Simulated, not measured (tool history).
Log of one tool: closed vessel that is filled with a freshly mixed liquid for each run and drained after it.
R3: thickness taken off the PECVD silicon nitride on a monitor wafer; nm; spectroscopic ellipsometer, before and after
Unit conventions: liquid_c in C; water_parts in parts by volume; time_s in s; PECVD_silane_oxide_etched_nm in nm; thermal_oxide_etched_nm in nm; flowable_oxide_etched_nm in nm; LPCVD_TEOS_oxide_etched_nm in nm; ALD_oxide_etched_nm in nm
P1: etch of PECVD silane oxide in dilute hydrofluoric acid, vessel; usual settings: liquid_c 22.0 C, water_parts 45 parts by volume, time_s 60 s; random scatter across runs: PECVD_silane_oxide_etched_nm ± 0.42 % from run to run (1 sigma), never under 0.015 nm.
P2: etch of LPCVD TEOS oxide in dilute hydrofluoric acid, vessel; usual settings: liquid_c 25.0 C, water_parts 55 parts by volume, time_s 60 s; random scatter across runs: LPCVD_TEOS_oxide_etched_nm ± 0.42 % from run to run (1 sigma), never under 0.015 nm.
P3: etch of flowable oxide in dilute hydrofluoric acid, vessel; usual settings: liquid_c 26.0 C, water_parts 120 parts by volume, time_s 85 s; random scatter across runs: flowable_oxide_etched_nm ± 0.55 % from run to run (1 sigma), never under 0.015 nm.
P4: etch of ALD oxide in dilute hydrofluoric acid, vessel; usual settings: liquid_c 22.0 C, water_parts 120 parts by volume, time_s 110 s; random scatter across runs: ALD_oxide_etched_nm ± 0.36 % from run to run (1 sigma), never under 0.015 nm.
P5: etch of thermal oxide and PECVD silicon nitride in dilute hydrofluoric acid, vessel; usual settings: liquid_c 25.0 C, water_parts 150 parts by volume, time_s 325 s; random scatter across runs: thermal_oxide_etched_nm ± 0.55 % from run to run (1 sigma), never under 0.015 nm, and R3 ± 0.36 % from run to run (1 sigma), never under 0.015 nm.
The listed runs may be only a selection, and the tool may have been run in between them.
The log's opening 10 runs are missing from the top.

Run 11, hour 152.7: process P2, liquid_c 31.5 C, water_parts 55 parts by volume, time_s 60 s. Result: LPCVD_TEOS_oxide_etched_nm 41.526 nm.
Run 12, hour 167.8: process P3, liquid_c 26.0 C, water_parts 120 parts by volume, time_s 30 s. Result: flowable_oxide_etched_nm 16.179 nm.
Run 13, hour 176.5: process P1, liquid_c 22.0 C, water_parts 45 parts by volume, time_s 60 s. Result: PECVD_silane_oxide_etched_nm 27.870 nm.
Run 14, hour 192.3: process P3, liquid_c 31.5 C, water_parts 120 parts by volume, time_s 85 s. Result: flowable_oxide_etched_nm 55.735 nm.
Run 15, hour 200.7: process P1, liquid_c 22.0 C, water_parts 45 parts by volume, time_s 60 s. Result: PECVD_silane_oxide_etched_nm 27.917 nm.
Run 16, hour 218.6: process P4, liquid_c 28.0 C, water_parts 120 parts by volume, time_s 110 s. Result: ALD_oxide_etched_nm 10.4810 nm.
Run 17, hour 230.1: process P4, liquid_c 22.0 C, water_parts 40 parts by volume, time_s 110 s. Result: ALD_oxide_etched_nm 27.4290 nm.
Run 18, hour 239.2: process P1, liquid_c 22.0 C, water_parts 75 parts by volume, time_s 60 s. Result: PECVD_silane_oxide_etched_nm 16.122 nm.
Run 19, hour 256.8: process P1, liquid_c 17.5 C, water_parts 45 parts by volume, time_s 60 s. Result: PECVD_silane_oxide_etched_nm 23.021 nm.
Run 20, hour 269.4: process P5, liquid_c 25.0 C, water_parts 260 parts by volume, time_s 325 s. Result: thermal_oxide_etched_nm 5.22210 nm, R3 6.16560 nm.
Run 21, hour 283.2: process P2, liquid_c 25.0 C, water_parts 55 parts by volume, time_s 95 s. Result: LPCVD_TEOS_oxide_etched_nm 50.883 nm.
Run 22, hour 301.4: process P2, liquid_c 25.0 C, water_parts 20 parts by volume, time_s 60 s. Result: LPCVD_TEOS_oxide_etched_nm 92.873 nm.
Run 23, hour 312.2: process P1, liquid_c 22.0 C, water_parts 45 parts by volume, time_s 30 s. Result: PECVD_silane_oxide_etched_nm 14.002 nm.
Run 24, hour 323.3: process P1, liquid_c 22.0 C, water_parts 45 parts by volume, time_s 60 s. Result: PECVD_silane_oxide_etched_nm 27.872 nm.
Run 25, hour 337.0: process P5, liquid_c 25.0 C, water_parts 150 parts by volume, time_s 30 s. Result: thermal_oxide_etched_nm 0.91811 nm, R3 0.99763 nm.

What does the tool deliver on the next run?
Run 26, hour 354.1: process P4, liquid_c 22.0 C, water_parts 120 parts by volume, time_s 110 s. Result: ALD_oxide_etched_nm ?.

Run 26 yielded ALD_oxide_etched_nm 8.2855 nm.
